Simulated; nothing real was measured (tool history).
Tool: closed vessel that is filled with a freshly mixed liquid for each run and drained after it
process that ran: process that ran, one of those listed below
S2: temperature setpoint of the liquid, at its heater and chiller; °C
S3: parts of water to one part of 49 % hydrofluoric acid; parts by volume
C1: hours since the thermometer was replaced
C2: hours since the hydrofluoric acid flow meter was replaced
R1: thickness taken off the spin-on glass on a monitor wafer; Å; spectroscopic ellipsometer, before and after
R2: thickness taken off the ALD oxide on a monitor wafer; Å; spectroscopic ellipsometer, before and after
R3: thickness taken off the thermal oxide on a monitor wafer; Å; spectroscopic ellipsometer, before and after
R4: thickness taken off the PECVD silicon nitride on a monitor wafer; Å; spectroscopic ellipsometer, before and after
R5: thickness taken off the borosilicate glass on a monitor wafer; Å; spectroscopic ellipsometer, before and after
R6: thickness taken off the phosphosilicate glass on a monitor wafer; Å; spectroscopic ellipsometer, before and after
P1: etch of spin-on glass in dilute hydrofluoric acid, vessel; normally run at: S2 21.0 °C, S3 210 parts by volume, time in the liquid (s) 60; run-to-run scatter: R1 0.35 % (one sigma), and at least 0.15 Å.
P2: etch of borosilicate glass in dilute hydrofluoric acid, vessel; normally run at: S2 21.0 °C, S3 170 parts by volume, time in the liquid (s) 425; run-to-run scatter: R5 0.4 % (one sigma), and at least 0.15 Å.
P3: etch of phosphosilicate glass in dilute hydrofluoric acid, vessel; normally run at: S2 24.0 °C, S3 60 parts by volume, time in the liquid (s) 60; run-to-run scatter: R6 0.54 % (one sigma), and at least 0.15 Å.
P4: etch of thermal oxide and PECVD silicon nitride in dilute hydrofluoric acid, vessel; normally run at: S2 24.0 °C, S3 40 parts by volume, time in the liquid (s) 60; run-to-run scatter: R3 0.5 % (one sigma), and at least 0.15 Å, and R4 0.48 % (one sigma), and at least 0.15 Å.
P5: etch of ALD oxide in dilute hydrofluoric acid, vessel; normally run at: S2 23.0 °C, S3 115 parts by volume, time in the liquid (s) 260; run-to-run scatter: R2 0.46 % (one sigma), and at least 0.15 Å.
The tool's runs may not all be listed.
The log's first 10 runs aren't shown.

run 11 hour=44.3 | process_that_ran=P4 S2=17.5 S3=40 time_in_the_liquid_(s)=60 | C1=473.9 C2=1666.0 | R3=59.713 R4=51.702
run 12 hour=49.3 | process_that_ran=P5 S2=23.0 S3=115 time_in_the_liquid_(s)=435 | C1=478.9 C2=1671.0 | R2=655.88
run 13 hour=53.1 | process_that_ran=P2 S2=21.0 S3=170 time_in_the_liquid_(s)=425 | C1=482.7 C2=1674.8 | R5=455.26
run 14 hour=57.3 | process_that_ran=P5 S2=17.0 S3=115 time_in_the_liquid_(s)=260 | C1=486.9 C2=1679.0 | R2=306.95
run 15 hour=62.1 | process_that_ran=P3 S2=24.0 S3=60 time_in_the_liquid_(s)=30 | C1=491.7 C2=1683.8 | R6=318.40
run 16 hour=66.6 | process_that_ran=P1 S2=21.0 S3=290 time_in_the_liquid_(s)=85 | C1=496.2 C2=1688.3 | R1=146.680
run 17 hour=69.3 | process_that_ran=P2 S2=21.0 S3=235 time_in_the_liquid_(s)=425 | C1=498.9 C2=1691.0 | R5=311.22
run 18 hour=74.5 | process_that_ran=P4 S2=24.0 S3=60 time_in_the_liquid_(s)=60 | C1=504.1 C2=1696.2 | R3=51.088 R4=54.833
run 19 hour=79.1 | process_that_ran=P1 S2=25.5 S3=210 time_in_the_liquid_(s)=60 | C1=508.7 C2=1700.8 | R1=182.940
run 20 hour=85.1 | process_that_ran=P5 S2=23.0 S3=115 time_in_the_liquid_(s)=260 | C1=514.7 C2=1706.8 | R2=395.41
-- hour=86.6 hydrofluoric acid flow meter replaced
run 21 hour=88.6 | process_that_ran=P3 S2=24.0 S3=60 time_in_the_liquid_(s)=60 | C1=518.2 C2=2.1 | R6=634.19
run 22 hour=92.4 | process_that_ran=P1 S2=21.0 S3=210 time_in_the_liquid_(s)=60 | C1=522.0 C2=5.9 | R1=153.840
run 23 hour=95.3 | process_that_ran=P1 S2=21.0 S3=210 time_in_the_liquid_(s)=60 | C1=524.9 C2=8.8 | R1=154.870
run 24 hour=98.5 | process_that_ran=P1 S2=17.0 S3=210 time_in_the_liquid_(s)=60 | C1=528.1 C2=12.0 | R1=132.730
run 25 hour=101.9 | process_that_ran=P1 S2=21.0 S3=75 time_in_the_liquid_(s)=60 | C1=531.5 C2=15.4 | R1=499.980
run 26 hour=106.5 | process_that_ran=P1 S2=21.0 S3=210 time_in_the_liquid_(s)=60 | C1=536.1 C2=20.0 | R1=154.150

The next listed run, before its measurement:
run 27 hour=110.6 | process_that_ran=P1 S2=21.0 S3=345 time_in_the_liquid_(s)=60 | C1=540.2 C2=24.1 | R1=?

Run 27 gave R1 83.417 Å.

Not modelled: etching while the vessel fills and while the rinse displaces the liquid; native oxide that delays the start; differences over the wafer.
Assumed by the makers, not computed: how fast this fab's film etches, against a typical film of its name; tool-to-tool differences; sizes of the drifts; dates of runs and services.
